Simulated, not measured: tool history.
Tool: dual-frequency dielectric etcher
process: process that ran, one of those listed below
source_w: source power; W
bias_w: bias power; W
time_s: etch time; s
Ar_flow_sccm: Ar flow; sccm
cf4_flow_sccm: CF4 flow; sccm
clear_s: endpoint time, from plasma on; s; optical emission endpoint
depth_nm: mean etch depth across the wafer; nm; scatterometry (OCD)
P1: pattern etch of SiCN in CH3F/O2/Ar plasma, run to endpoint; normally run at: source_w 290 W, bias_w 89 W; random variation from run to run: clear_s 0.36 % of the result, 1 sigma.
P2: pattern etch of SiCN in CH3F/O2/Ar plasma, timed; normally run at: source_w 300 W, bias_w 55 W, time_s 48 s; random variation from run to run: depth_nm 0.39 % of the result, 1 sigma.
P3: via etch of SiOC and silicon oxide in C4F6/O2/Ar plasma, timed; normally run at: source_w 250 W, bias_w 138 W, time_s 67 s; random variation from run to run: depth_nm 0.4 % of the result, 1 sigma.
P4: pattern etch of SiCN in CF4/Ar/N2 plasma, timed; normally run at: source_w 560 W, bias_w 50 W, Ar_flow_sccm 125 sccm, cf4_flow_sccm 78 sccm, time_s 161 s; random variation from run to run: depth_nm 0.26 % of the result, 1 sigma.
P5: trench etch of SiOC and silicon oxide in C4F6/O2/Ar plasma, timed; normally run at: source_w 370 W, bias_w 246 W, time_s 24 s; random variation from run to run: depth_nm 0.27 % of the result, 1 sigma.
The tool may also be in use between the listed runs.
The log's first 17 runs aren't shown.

run	hour	process	source_w	bias_w	time_s	Ar_flow_sccm	cf4_flow_sccm	hours since the last wet clean	hours since the last source power generator calibration	hours since the last bias power generator calibration	clear_s	depth_nm
18	219.6	P5	370	246	24			470.8	2362	2270.7		50.214
19	230.1	P1	290	55				481.3	2372.5	2281.2	23.977	
20	248.2	P4	560	50	161	125	78	499.4	2390.6	2299.3		145.99
21	264	P1	290	89				515.2	2406.4	2315.1	20.214	
22	279.3	P1	290	89				530.5	2421.7	2330.4	20.209	
23	297.7	P1	370	123				548.9	2440.1	2348.8	16.269	
24	313.5	P4	560	50	161	125	108	564.7	2455.9	2364.6		154.49
25	325.4	P4	560	65	161	125	78	576.6	2467.8	2376.5		158.27
26	333.8	P5	370	246	24			585	2476.2	2384.9		50.396
27	346.5	P5	370	340	24			597.7	2488.9	2397.6		56.557
28	359	P3	310	138	67			610.2	2501.4	2410.1		61.791
29	369.5	P5	370	246	35			620.7	2511.9	2420.6		73.649
30	379.6	P4	560	50	161	125	78	630.8	2522	2430.7		145.17
31	396.4	P1	290	105				647.6	2538.8	2447.5	18.994	
32	413.1	P3	250	138	67			664.3	2555.5	2464.2		56.67
33	429.9	P1	290	89				681.1	2572.3	2481	20.257	

Forecast run 34:
34	439.9	P1	290	89				691.1	2582.3	2491	?	

{"run 34": {"clear_s": 20.076}}
